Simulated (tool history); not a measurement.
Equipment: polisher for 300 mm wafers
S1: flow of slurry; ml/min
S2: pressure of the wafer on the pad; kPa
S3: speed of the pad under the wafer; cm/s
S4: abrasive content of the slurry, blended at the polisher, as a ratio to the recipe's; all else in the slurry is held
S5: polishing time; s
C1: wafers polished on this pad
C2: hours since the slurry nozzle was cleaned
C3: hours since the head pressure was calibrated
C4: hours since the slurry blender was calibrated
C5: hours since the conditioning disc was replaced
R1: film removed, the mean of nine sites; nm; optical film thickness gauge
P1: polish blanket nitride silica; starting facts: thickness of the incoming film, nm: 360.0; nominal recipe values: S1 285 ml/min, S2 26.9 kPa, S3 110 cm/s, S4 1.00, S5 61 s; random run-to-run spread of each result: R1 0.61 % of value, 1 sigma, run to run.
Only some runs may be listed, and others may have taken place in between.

run    day   S1    S2   S3    S4  S5    C1     C2     C3     C4     C5      R1
  1  0.108  285  26.9  110  1.00  61   558  131.3  822.9  202.9  255.7  46.947
  2  0.238  285  26.9  110  1.00  61   596  134.4  826.0  206.0  258.8  47.262
  3  0.433  285  26.9  110  1.00  61   654  139.1  830.7  210.7  263.5  46.712
  4  0.579  285  26.9  110  1.00  80   698  142.6  834.2  214.2  267.0  61.619
  5  0.775  285  26.9  110  1.35  61   756  147.3  838.9  218.9  271.7  53.775
  6  0.954  285  26.9   50  1.00  61   809  151.6  843.2  223.2  276.0  24.788
  7  1.092  170  26.9  110  1.00  61   850  154.9  846.5  226.5  279.3  43.963
  8  1.200  420  26.9  110  1.00  61   882  157.5  849.1  229.1  281.9  48.022
  9  1.375  285  13.1  110  1.00  61   935  161.7  853.3  233.3  286.1  23.049
 10  1.508  285  26.9  110  0.55  61   974  164.9  856.5  236.5  289.3  34.324
 11  1.671  285  26.9  110  1.00  61  1023  168.8  860.4  240.4  293.2  47.485
     1.742  -- conditioning disc replaced and pad reconditioned
 12  1.800  185  17.2  110  1.00  61  1061  171.9  863.5  243.5    1.4  28.455
 13  1.917  285  26.9  110  1.00  61  1096  174.7  866.3  246.3    4.2  47.589
 14  2.042  285  42.7  110  1.00  61  1133  177.7  869.3  249.3    7.2  74.554
 15  2.196  285  26.9  110  1.00  61  1179  181.4  873.0  253.0   10.9  46.924
 16  2.367  285  26.9  174  1.00  61  1230  185.5  877.1  257.1   15.0  68.300
 17  2.525  285  26.9  110  1.00  44  1277  189.3  880.9  260.9   18.8  34.032
 18  2.700  285  26.9  110  1.00  61  1329  193.5  885.1  265.1   23.0  46.755
 19  2.883  285  26.9  110  1.00  61  1384  197.9  889.5  269.5   27.4  45.143
 20  2.979  285  26.9  110  1.00  61  1412  200.2  891.8  271.8   29.7  45.102
 21  3.083  285  26.9  110  1.00  61  1443  202.7  894.3  274.3   32.2  44.245
 22  3.275  285  26.9  110  1.00  61  1500  207.3  898.9  278.9   36.8  43.516
 23  3.446  285  26.9  110  1.00  61  1551  211.4  903.0  283.0   40.9  42.734
     3.517  -- slurry nozzle cleaned
 24  3.646  285  26.9  110  1.00  61  1611    3.1  907.8  287.8   45.7  43.314
 25  3.738  285  26.9  110  1.00  61  1638    5.3  910.0  290.0   47.9  42.956
     3.779  -- worn pad replaced by a new one
     3.788  -- conditioning disc replaced and pad reconditioned
 26  3.850  285  26.9  110  1.00  61    21    8.0  912.7  292.7    1.6  42.224
 27  4.012  285  26.9  110  1.00  61    69   11.9  916.6  296.6    5.5  42.518
 28  4.158  285  26.9  110  1.00  61   113   15.4  920.1  300.1    9.0  42.843
 29  4.317  285  26.9  110  1.00  61   160   19.2  923.9  303.9   12.8  42.173

What P1 gives has crept off from where it sat before. The 2 causes that follow fit the log equally well, each at the size noted:
A: abrasive missing from the slurry, % = 19.2
B: head's pressure below its setpoint, % = 9.74
Onset of the creep was near day 2.700.
Other possible causes, and why each is ruled out:
removal rate lost through wear of the pad, %: work on it at day 3.779, done after the drift set in, did not restore what the process gave before
slurry flow missing at the pad, %: work on it at day 3.517, done after the drift set in, did not restore what the process gave before
time polished since the conditioner stopped cutting, s: work on it at day 3.788, done after the drift set in, did not restore what the process gave before

4 check runs are offered, each on 2 wafers whose results are averaged, their results left as question marks. Which one tells the causes apart?
check 1  4.475  285  40.7  166  1.00  61                       ?
check 2  4.475  285  26.9  152  1.00  61                       ?
check 3  4.475  285  26.9  110  0.55  61                       ?
check 4  4.475  375  26.9   54  1.00  61                       ?

Expected result of each check under each candidate cause:
  check  result    if A    if B
check 1      R1  89.193  89.201
check 2      R1  54.946  54.951
check 3      R1  29.970  30.924
check 4      R1  24.560  24.562
Per-check spread between the two closest causes, in the result where they differ most: check 1 0.01 %; check 2 0.01 %; check 3 3.13 %; check 4 0.01 %
Only check 3 tells the causes apart: in the others they would give nearly the same result.

With check 3 done, the readings were: R1 29.780 nm. Identify which of the listed causes applies.

The cause is A: abrasive missing from the slurry, %.

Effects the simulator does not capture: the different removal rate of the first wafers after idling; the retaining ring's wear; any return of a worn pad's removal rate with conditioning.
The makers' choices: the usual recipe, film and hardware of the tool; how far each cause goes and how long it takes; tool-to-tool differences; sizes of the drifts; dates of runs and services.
